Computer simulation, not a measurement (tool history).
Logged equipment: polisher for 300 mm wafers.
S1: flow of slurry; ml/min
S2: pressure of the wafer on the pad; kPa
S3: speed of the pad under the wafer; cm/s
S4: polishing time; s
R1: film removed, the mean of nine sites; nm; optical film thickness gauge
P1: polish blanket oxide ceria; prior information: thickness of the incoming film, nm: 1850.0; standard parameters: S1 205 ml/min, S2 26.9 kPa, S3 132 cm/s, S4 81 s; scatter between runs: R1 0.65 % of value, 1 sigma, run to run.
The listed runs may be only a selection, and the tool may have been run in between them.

run  hour   S1    S2   S3   S4      R1
  1   6.4  205  26.9  132   81  522.50
  2  12.5  205  26.9  206   81  828.09
  3  16.8  205  26.9  132   81  526.60
  4  23.3  205  26.9  132   36  232.18
  5  31.1  205  26.9  132   81  519.24
  6  37.9  125  26.9  132   81  483.61
  7  42.5  205  12.4  132   81  240.39
  8  48.5  205  26.9  132   81  520.55
  9  56.2  205  26.9  132  119  766.40
 10  61.0  275  26.9  132   81  539.44
 11  66.5  205  26.9   98   81  386.73
 12  72.9  205  26.9  132   81  525.26
 13  77.3  205  35.2  102   81  524.87

Run 14 has not been measured yet. What should we expect?
 14  83.4  205  42.7  132  81   ?

{"run 14": {"R1": 827.27}}
